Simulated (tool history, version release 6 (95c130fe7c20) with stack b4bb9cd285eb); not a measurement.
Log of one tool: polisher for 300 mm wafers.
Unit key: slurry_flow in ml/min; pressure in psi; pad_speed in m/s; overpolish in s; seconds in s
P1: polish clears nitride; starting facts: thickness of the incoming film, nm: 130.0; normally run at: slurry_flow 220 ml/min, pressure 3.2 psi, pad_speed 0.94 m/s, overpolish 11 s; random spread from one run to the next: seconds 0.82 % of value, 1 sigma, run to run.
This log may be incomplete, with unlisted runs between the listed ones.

| run | hour | slurry_flow | pressure | pad_speed | overpolish | seconds |
|---|---|---|---|---|---|---|
| 1 | 13.9 | 220 | 3.2 | 0.94 | 11 | 132.310 |
| 2 | 25.5 | 220 | 3.2 | 0.48 | 11 | 255.620 |
| 3 | 35.8 | 220 | 1.8 | 0.94 | 11 | 229.260 |
| 4 | 54.1 | 220 | 3.2 | 0.94 | 11 | 130.350 |
| 5 | 70.6 | 220 | 3.2 | 1.38 | 11 | 89.088 |
| 6 | 89.7 | 305 | 3.2 | 0.94 | 22 | 128.860 |
| 7 | 104.2 | 220 | 4.4 | 0.94 | 11 | 95.110 |
| 8 | 122.9 | 220 | 3.2 | 0.94 | 22 | 130.300 |
| 9 | 132.3 | 220 | 3.2 | 0.94 | 11 | 133.220 |
| 10 | 150.0 | 325 | 1.5 | 0.94 | 11 | 269.330 |
| 11 | 165.1 | 220 | 3.2 | 0.94 | 11 | 132.790 |

The next listed run, before its measurement:
| 12 | 177.3 | 130 | 3.2 | 0.94 | 11 | ? |

{"run 12": {"seconds": 143.72}}
